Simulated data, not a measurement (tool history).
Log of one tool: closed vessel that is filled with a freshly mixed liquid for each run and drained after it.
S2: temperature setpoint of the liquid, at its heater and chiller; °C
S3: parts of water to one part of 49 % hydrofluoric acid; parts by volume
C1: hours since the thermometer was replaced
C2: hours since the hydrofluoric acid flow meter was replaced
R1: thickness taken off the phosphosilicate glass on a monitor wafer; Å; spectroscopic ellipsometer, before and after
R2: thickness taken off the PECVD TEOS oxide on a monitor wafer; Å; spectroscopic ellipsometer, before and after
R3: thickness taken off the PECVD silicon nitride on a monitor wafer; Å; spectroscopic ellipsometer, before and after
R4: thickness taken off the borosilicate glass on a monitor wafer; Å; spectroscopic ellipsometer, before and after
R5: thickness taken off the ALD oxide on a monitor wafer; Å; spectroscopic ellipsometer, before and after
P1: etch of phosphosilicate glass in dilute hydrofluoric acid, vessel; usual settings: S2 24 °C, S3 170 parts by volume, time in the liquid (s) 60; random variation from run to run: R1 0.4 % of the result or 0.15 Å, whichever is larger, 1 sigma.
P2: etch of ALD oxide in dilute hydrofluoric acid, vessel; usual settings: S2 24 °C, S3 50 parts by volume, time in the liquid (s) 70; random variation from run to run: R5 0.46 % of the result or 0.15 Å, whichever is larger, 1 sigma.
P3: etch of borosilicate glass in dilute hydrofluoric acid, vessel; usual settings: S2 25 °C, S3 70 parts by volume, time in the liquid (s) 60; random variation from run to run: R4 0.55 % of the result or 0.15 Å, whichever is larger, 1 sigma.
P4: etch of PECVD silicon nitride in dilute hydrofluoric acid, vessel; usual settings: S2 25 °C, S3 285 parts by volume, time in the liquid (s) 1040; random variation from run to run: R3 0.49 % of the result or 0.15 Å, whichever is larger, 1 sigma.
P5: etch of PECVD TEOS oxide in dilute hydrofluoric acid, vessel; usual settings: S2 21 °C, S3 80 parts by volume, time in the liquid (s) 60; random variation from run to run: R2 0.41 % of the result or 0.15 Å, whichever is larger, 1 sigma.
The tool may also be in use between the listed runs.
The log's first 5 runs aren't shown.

Run 6, day 2.575: process that ran P5, S2 21 °C, S3 80 parts by volume, time in the liquid (s) 60; C1 1285.1; C2 264.7. Result: R2 191.02 Å.
Run 7, day 2.858: process that ran P1, S2 24 °C, S3 170 parts by volume, time in the liquid (s) 60; C1 1291.9; C2 271.5. Result: R1 339.39 Å.
Run 8, day 3.304: process that ran P3, S2 25 °C, S3 70 parts by volume, time in the liquid (s) 60; C1 1302.6; C2 282.2. Result: R4 344.55 Å.
Run 9, day 3.671: process that ran P4, S2 25 °C, S3 285 parts by volume, time in the liquid (s) 1040; C1 1311.4; C2 291. Result: R3 177.84 Å.
Run 10, day 4.088: process that ran P1, S2 24 °C, S3 170 parts by volume, time in the liquid (s) 115; C1 1321.4; C2 301. Result: R1 643.25 Å.
Run 11, day 4.612: process that ran P4, S2 25 °C, S3 285 parts by volume, time in the liquid (s) 325; C1 1334; C2 313.6. Result: R3 55.163 Å.
Run 12, day 4.862: process that ran P2, S2 32 °C, S3 50 parts by volume, time in the liquid (s) 70; C1 1340; C2 319.6. Result: R5 427.92 Å.
Run 13, day 5.362: process that ran P5, S2 21 °C, S3 80 parts by volume, time in the liquid (s) 100; C1 1352; C2 331.6. Result: R2 321.68 Å.
Run 14, day 5.833: process that ran P3, S2 25 °C, S3 95 parts by volume, time in the liquid (s) 60; C1 1363.3; C2 342.9. Result: R4 245.3 Å.
Run 15, day 6.121: process that ran P1, S2 24 °C, S3 170 parts by volume, time in the liquid (s) 60; C1 1370.2; C2 349.8. Result: R1 337.44 Å.
Run 16, day 6.654: process that ran P1, S2 24 °C, S3 170 parts by volume, time in the liquid (s) 30; C1 1383; C2 362.6. Result: R1 168.21 Å.
Run 17, day 6.888: process that ran P4, S2 18.5 °C, S3 285 parts by volume, time in the liquid (s) 1040; C1 1388.6; C2 368.2. Result: R3 117.86 Å.
Run 18, day 7.254: process that ran P1, S2 24 °C, S3 270 parts by volume, time in the liquid (s) 60; C1 1397.4; C2 377. Result: R1 191.85 Å.
Run 19, day 7.517: process that ran P2, S2 24 °C, S3 50 parts by volume, time in the liquid (s) 70; C1 1403.7; C2 383.3. Result: R5 312.01 Å.
Run 20, day 7.988: process that ran P2, S2 24 °C, S3 50 parts by volume, time in the liquid (s) 135; C1 1415; C2 394.6. Result: R5 600.84 Å.

The next listed run, before its measurement:
Run 21, day 8.354: process that ran P2, S2 24 °C, S3 80 parts by volume, time in the liquid (s) 70; C1 1423.8; C2 403.4. Result: R5 ?.

Run 21 gave R5 187.14 Å.
